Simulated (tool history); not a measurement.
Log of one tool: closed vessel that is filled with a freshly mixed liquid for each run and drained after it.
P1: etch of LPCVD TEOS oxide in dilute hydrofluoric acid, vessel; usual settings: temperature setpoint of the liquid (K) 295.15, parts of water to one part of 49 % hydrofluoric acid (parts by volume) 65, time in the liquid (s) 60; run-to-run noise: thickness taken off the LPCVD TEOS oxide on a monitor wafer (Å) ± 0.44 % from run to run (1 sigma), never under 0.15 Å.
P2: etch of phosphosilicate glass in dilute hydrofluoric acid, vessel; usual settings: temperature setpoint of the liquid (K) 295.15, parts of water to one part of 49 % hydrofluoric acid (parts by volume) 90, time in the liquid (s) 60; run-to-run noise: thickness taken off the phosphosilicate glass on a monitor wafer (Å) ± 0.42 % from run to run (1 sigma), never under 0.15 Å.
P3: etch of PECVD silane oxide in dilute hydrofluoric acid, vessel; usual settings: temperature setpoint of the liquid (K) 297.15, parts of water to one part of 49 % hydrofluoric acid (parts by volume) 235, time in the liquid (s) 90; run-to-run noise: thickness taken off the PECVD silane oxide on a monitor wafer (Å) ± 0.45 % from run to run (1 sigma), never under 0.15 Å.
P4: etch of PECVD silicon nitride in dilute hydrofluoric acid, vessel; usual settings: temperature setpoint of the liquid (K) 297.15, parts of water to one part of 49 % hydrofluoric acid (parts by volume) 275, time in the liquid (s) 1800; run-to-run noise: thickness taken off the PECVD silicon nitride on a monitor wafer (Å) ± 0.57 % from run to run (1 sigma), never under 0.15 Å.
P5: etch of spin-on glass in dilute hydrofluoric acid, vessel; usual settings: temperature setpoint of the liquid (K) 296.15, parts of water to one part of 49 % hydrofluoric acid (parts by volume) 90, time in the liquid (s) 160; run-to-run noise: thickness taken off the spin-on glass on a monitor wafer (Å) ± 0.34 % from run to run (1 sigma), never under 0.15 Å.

run     day  process that ran  temperature setpoint of the liquid (K)  parts of water to one part of 49 % hydrofluoric acid (parts by volume)  time in the liquid (s)  hours since the thermometer was replaced  hours since the hydrofluoric acid flow meter was replaced  thickness taken off the LPCVD TEOS oxide on a monitor wafer (Å)  thickness taken off the spin-on glass on a monitor wafer (Å)  thickness taken off the phosphosilicate glass on a monitor wafer (Å)  thickness taken off the PECVD silane oxide on a monitor wafer (Å)  thickness taken off the PECVD silicon nitride on a monitor wafer (Å)
  1   0.512                P1                                  295.15                                                                      65                      60                                     787.9                                                      775.7                                                          148.630
  2   1.062                P1                                  300.65                                                                     105                      60                                     801.1                                                      788.9                                                          107.620
  3   1.458                P5                                  296.15                                                                      90                     305                                     810.6                                                      798.4                                                                                                                         998.63
  4   2.142                P2                                  295.15                                                                      90                      60                                     827.0                                                      814.8                                                                                                                                                                                               754.13
  5   2.571                P1                                  295.15                                                                      95                      60                                     837.3                                                      825.1                                                           98.224
  6   3.112                P2                                  295.15                                                                      90                     100                                     850.3                                                      838.1                                                                                                                                                                                              1259.90
  7   3.517                P5                                  296.15                                                                      90                     160                                     860.0                                                      847.8                                                                                                                         526.65
  8   4.196                P3                                  297.15                                                                     235                      90                                     876.3                                                      864.1                                                                                                                                                                                                                                                                  143.57
  9   4.696                P1                                  295.15                                                                      30                      30                                     888.3                                                      876.1                                                          167.220
 10   5.142                P5                                  296.15                                                                      35                     160                                     899.0                                                      886.8                                                                                                                        1451.80
 11   5.508                P1                                  302.65                                                                      65                      60                                     907.8                                                      895.6                                                          198.670
 12   6.071                P4                                  297.15                                                                     275                    1800                                     921.3                                                      909.1                                                                                                                                                                                                                                                                                                                                       148.400
 13   6.671                P2                                  295.15                                                                      25                      60                                     935.7                                                      923.5                                                                                                                                                                                              2936.80
 14   7.325                P5                                  291.15                                                                      90                     160                                     951.4                                                      939.2                                                                                                                         428.59
 15   7.888                P2                                  295.15                                                                      90                      60                                     964.9                                                      952.7                                                                                                                                                                                               751.05
 16   8.504                P1                                  295.15                                                                      65                      60                                     979.7                                                      967.5                                                          147.280
 17   9.075                P1                                  290.15                                                                      65                      60                                     993.4                                                      981.2                                                          119.570
 18   9.696                P4                                  297.15                                                                     275                    3060                                    1008.3                                                      996.1                                                                                                                                                                                                                                                                                                                                       254.960
 19  10.371                P4                                  290.15                                                                     275                    1800                                    1024.5                                                     1012.3                                                                                                                                                                                                                                                                                                                                        95.005
 20  10.704                P1                                  295.15                                                                      65                      30                                    1032.5                                                     1020.3                                                           73.802
     10.767  -- thermometer replaced
 21  11.271                P3                                  292.15                                                                     235                      90                                      12.2                                                     1033.9                                                                                                                                                                                                                                                                  118.27
 22  11.717                P2                                  303.15                                                                      90                      60                                      22.9                                                     1044.6                                                                                                                                                                                              1031.40
 23  12.138                P1                                  295.15                                                                      65                      60                                      33.0                                                     1054.7                                                          148.070
 24  12.608                P1                                  295.15                                                                      65                      90                                      44.3                                                     1066.0                                                          220.050
 25  13.254                P4                                  297.15                                                                      45                    1800                                      59.8                                                     1081.5                                                                                                                                                                                                                                                                                                                                       890.930
 26  13.633                P1                                  295.15                                                                      65                      60                                      68.9                                                     1090.6                                                          148.780
 27  14.108                P1                                  295.15                                                                      65                      60                                      80.3                                                     1102.0                                                          148.480
 28  14.567                P1                                  290.15                                                                      65                      95                                      91.3                                                     1113.0                                                          189.270
 29  14.983                P3                                  297.15                                                                     235                     160                                     101.3                                                     1123.0                                                                                                                                                                                                                                                                  255.13
 30  15.596                P1                                  295.15                                                                      20                      60                                     116.0                                                     1137.7                                                          509.170
 31  16.071                P3                                  297.15                                                                      45                      90                                     127.4                                                     1149.1                                                                                                                                                                                                                                                                  934.27
 32  16.517                P1                                  295.15                                                                      65                      60                                     138.1                                                     1159.8                                                          148.670
 33  17.046                P4                                  297.15                                                                     275                    1800                                     150.8                                                     1172.5                                                                                                                                                                                                                                                                                                                                       150.610
 34  17.683                P1                                  295.15                                                                      65                      60                                     166.1                                                     1187.8                                                          148.120
 35  18.325                P1                                  295.15                                                                      65                      60                                     181.5                                                     1203.2                                                          153.030
 36  18.750                P1                                  295.15                                                                      65                      60                                     191.7                                                     1213.4                                                          155.120
 37  19.246                P1                                  295.15                                                                      65                      60                                     203.6                                                     1225.3                                                          158.670
 38  19.833                P1                                  295.15                                                                      65                      60                                     217.7                                                     1239.4                                                          158.480
 39  20.233                P1                                  295.15                                                                      65                      60                                     227.3                                                     1249.0                                                          159.660
 40  20.625                P1                                  295.15                                                                      65                      60                                     236.7                                                     1258.4                                                          160.190
 41  20.988                P1                                  295.15                                                                      65                      60                                     245.4                                                     1267.1                                                          159.710
 42  21.392                P1                                  295.15                                                                      65                      60                                     255.1                                                     1276.8                                                          162.790
 43  21.971                P1                                  295.15                                                                      65                      60                                     269.0                                                     1290.7                                                          160.970
 44  22.596                P1                                  295.15                                                                      65                      60                                     284.0                                                     1305.7                                                          161.570
 45  23.038                P1                                  295.15                                                                      65                      60                                     294.6                                                     1316.3                                                          161.840

Compared with where it was, what P1 gives has crept away. Each cause listed below fits the log as well as the rest, at the size given for it:
A: hydrofluoric acid flow above the setpoint (%) = 8.7
B: liquid hotter than its thermometer reads (K) = 2.2
At approximately day 17.683, the process output began to creep.

Question marks stand in for the results of the 4 check runs listed below, each run on one wafer. Under which run would the listed causes show clearly different results?
check 1  23.479                P5                                  296.15                                                                      60                     250                                                                                                                                                                                                                                   ?
check 2  23.479                P3                                  297.15                                                                      65                     140                                                                                                                                                                                                                                                                                                                                                                            ?
check 3  23.479                P4                                  292.15                                                                     275                    3000                                                                                                                                                                                                                                                                                                                                                                                                                                                  ?
check 4  23.479                P2                                  295.15                                                                      40                      95                                                                                                                                                                                                                                                                                                         ?

Predicted outcomes, by check and by cause:
  check                                                                result     if A     if B
check 1          thickness taken off the spin-on glass on a monitor wafer (Å)  1399.90  1400.30
check 2     thickness taken off the PECVD silane oxide on a monitor wafer (Å)  1074.30  1072.70
check 3  thickness taken off the PECVD silicon nitride on a monitor wafer (Å)  196.340  208.560
check 4  thickness taken off the phosphosilicate glass on a monitor wafer (Å)  3122.40  3136.30
Distance between the nearest two causes, measured in the result of the check that separates them most: check 1 0.02 %; check 2 0.15 %; check 3 6.04 %; check 4 0.44 %
The causes can be told apart only by check 3. The other checks would give nearly the same results under each of them.

The results of check 3 are: thickness taken off the PECVD silicon nitride on a monitor wafer (Å) 197.050. Based on these, which of the listed causes is it?

A is the cause: hydrofluoric acid flow above the setpoint (%).

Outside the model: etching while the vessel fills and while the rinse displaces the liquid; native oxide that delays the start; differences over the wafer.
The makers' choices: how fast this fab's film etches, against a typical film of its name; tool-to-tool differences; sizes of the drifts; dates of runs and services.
